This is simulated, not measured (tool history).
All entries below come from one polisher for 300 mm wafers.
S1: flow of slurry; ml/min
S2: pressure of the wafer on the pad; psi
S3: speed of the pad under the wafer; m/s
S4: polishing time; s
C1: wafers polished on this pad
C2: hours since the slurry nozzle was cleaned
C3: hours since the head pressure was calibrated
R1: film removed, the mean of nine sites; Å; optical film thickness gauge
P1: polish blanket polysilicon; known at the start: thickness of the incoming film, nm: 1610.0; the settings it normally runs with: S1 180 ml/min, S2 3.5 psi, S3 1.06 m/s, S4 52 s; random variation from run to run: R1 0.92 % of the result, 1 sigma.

Run 1, day 0.483: S1 180 ml/min, S2 3.5 psi, S3 1.06 m/s, S4 52 s; C1 1167; C2 257.9; C3 659.9. Result: R1 4481.7 Å.
Run 2, day 0.850: S1 245 ml/min, S2 3.5 psi, S3 1.06 m/s, S4 52 s; C1 1286; C2 266.7; C3 668.7. Result: R1 4681.9 Å.
Run 3, day 1.333: S1 180 ml/min, S2 3.5 psi, S3 1.06 m/s, S4 52 s; C1 1441; C2 278.3; C3 680.3. Result: R1 4489.7 Å.
Run 4, day 1.792: S1 180 ml/min, S2 3.5 psi, S3 1.06 m/s, S4 52 s; C1 1589; C2 289.3; C3 691.3. Result: R1 4457.0 Å.
Run 5, day 2.038: S1 110 ml/min, S2 3.5 psi, S3 1.06 m/s, S4 52 s; C1 1668; C2 295.2; C3 697.2. Result: R1 4009.7 Å.
Run 6, day 2.462: S1 245 ml/min, S2 3.5 psi, S3 1.06 m/s, S4 74 s; C1 1805; C2 305.4; C3 707.4. Result: R1 6576.1 Å.
Run 7, day 2.712: S1 180 ml/min, S2 3.5 psi, S3 1.06 m/s, S4 25 s; C1 1886; C2 311.4; C3 713.4. Result: R1 2169.2 Å.
Run 8, day 3.042: S1 180 ml/min, S2 5.1 psi, S3 1.06 m/s, S4 52 s; C1 1992; C2 319.3; C3 721.3. Result: R1 6434.4 Å.
Run 9, day 3.583: S1 110 ml/min, S2 2.2 psi, S3 1.06 m/s, S4 52 s; C1 2166; C2 332.3; C3 734.3. Result: R1 2586.2 Å.
Run 10, day 3.896: S1 180 ml/min, S2 1.6 psi, S3 1.06 m/s, S4 52 s; C1 2267; C2 339.8; C3 741.8. Result: R1 2066.4 Å.
Run 11, day 4.154: S1 180 ml/min, S2 3.5 psi, S3 1.06 m/s, S4 52 s; C1 2350; C2 346.0; C3 748.0. Result: R1 4520.5 Å.
Run 12, day 4.512: S1 180 ml/min, S2 3.5 psi, S3 1.06 m/s, S4 80 s; C1 2466; C2 354.6; C3 756.6. Result: R1 6862.8 Å.
Run 13, day 5.046: S1 180 ml/min, S2 3.5 psi, S3 0.72 m/s, S4 52 s; C1 2638; C2 367.4; C3 769.4. Result: R1 3064.3 Å.
Run 14, day 5.562: S1 180 ml/min, S2 3.5 psi, S3 1.06 m/s, S4 52 s; C1 2804; C2 379.8; C3 781.8. Result: R1 4536.8 Å.
Run 15, day 6.046: S1 180 ml/min, S2 3.5 psi, S3 1.06 m/s, S4 52 s; C1 2960; C2 391.4; C3 793.4. Result: R1 4480.1 Å.

What does the tool deliver on the next run?
Run 16, day 6.596: S1 180 ml/min, S2 3.5 psi, S3 1.60 m/s, S4 52 s; C1 3137; C2 404.6; C3 806.6. Result: R1 ?.

R1: 6947.6 Å
